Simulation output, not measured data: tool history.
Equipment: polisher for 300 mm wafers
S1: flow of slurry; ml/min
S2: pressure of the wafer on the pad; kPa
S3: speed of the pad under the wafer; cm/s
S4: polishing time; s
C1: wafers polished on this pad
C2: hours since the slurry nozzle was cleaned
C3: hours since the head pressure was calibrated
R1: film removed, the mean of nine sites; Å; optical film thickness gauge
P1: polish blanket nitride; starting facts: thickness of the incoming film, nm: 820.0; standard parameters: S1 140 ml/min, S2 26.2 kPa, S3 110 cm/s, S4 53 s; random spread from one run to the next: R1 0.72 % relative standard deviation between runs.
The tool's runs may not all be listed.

run 1 hour=10.6 | S1=140 S2=26.2 S3=110 S4=53 | C1=248 C2=251.0 C3=697.3 | R1=970.46
run 2 hour=21.2 | S1=140 S2=26.2 S3=110 S4=24 | C1=361 C2=261.6 C3=707.9 | R1=435.73
run 3 hour=31.0 | S1=140 S2=40.0 S3=110 S4=53 | C1=466 C2=271.4 C3=717.7 | R1=1459.90
run 4 hour=40.3 | S1=140 S2=26.2 S3=50 S4=53 | C1=565 C2=280.7 C3=727.0 | R1=512.76
run 5 hour=47.1 | S1=140 S2=11.7 S3=110 S4=53 | C1=638 C2=287.5 C3=733.8 | R1=426.06
run 6 hour=55.2 | S1=140 S2=26.2 S3=110 S4=53 | C1=724 C2=295.6 C3=741.9 | R1=957.58
run 7 hour=61.5 | S1=85 S2=26.2 S3=110 S4=74 | C1=791 C2=301.9 C3=748.2 | R1=1184.70
run 8 hour=69.8 | S1=85 S2=26.2 S3=110 S4=53 | C1=880 C2=310.2 C3=756.5 | R1=861.98
run 9 hour=79.0 | S1=140 S2=26.2 S3=110 S4=76 | C1=978 C2=319.4 C3=765.7 | R1=1385.70
run 10 hour=88.3 | S1=140 S2=26.2 S3=172 S4=53 | C1=1077 C2=328.7 C3=775.0 | R1=1361.60
run 11 hour=98.5 | S1=140 S2=26.2 S3=110 S4=53 | C1=1186 C2=338.9 C3=785.2 | R1=964.11
run 12 hour=106.2 | S1=85 S2=15.2 S3=110 S4=53 | C1=1268 C2=346.6 C3=792.9 | R1=499.87
run 13 hour=114.4 | S1=140 S2=26.2 S3=110 S4=53 | C1=1356 C2=354.8 C3=801.1 | R1=967.76
run 14 hour=122.1 | S1=85 S2=17.9 S3=110 S4=53 | C1=1438 C2=362.5 C3=808.8 | R1=585.80
run 15 hour=133.2 | S1=225 S2=26.2 S3=110 S4=53 | C1=1556 C2=373.6 C3=819.9 | R1=1027.60
run 16 hour=144.8 | S1=140 S2=26.2 S3=110 S4=53 | C1=1680 C2=385.2 C3=831.5 | R1=961.15
run 17 hour=156.3 | S1=140 S2=26.2 S3=110 S4=53 | C1=1803 C2=396.7 C3=843.0 | R1=924.35
run 18 hour=165.9 | S1=140 S2=26.2 S3=110 S4=53 | C1=1905 C2=406.3 C3=852.6 | R1=916.06
-- hour=176.1 worn pad replaced by a new one
run 19 hour=177.4 | S1=140 S2=26.2 S3=110 S4=53 | C1=14 C2=417.8 C3=864.1 | R1=903.35
run 20 hour=187.9 | S1=140 S2=26.2 S3=110 S4=53 | C1=126 C2=428.3 C3=874.6 | R1=899.75
run 21 hour=196.4 | S1=140 S2=26.2 S3=110 S4=53 | C1=217 C2=436.8 C3=883.1 | R1=908.24
run 22 hour=207.0 | S1=140 S2=26.2 S3=110 S4=53 | C1=330 C2=447.4 C3=893.7 | R1=886.72

P1 no longer gives what it gave before; its output has crept away from where it was. The following 2 causes, each at its listed size, fit the log equally well:
A: slurry flow missing at the pad, % = 28.6
B: head's pressure below its setpoint, % = 7.07
The gradual shift began around hour 144.8.
Ruled out, with reasons:
removal rate lost through wear of the pad, %: serviced after onset, at hour 176.1, with no recovery of the prior output

Each of the check runs listed below is run on 5 wafers and reports their average, with the results left as question marks. Pick the one under which the possible causes would lead to clearly different results.
run check 1 hour=217.6 | S1=140 S2=39.3 S3=110 S4=53 | R1=?
run check 2 hour=217.6 | S1=220 S2=26.2 S3=110 S4=68 | R1=?
run check 3 hour=217.6 | S1=140 S2=32.4 S3=110 S4=53 | R1=?
run check 4 hour=217.6 | S1=140 S2=17.2 S3=52 S4=53 | R1=?

What each check would give under each cause:
check=check_1 result=R1 if_A=1342.40 if_B=1342.30
check=check_2 result=R1 if_A=1260.90 if_B=1229.80
check=check_3 result=R1 if_A=1106.90 if_B=1106.80
check=check_4 result=R1 if_A=323.31 if_B=323.31
Separation of the two closest causes in each check, using whichever result separates them best: check 1 0 %; check 2 2.49 %; check 3 0 %; check 4 0 %
Only check 2 tells the causes apart: in the others they would give nearly the same result.

Check 2 was then run and gave: R1 1264.40 Å. Which cause is it?

Of the candidate causes, it is A: slurry flow missing at the pad, %.
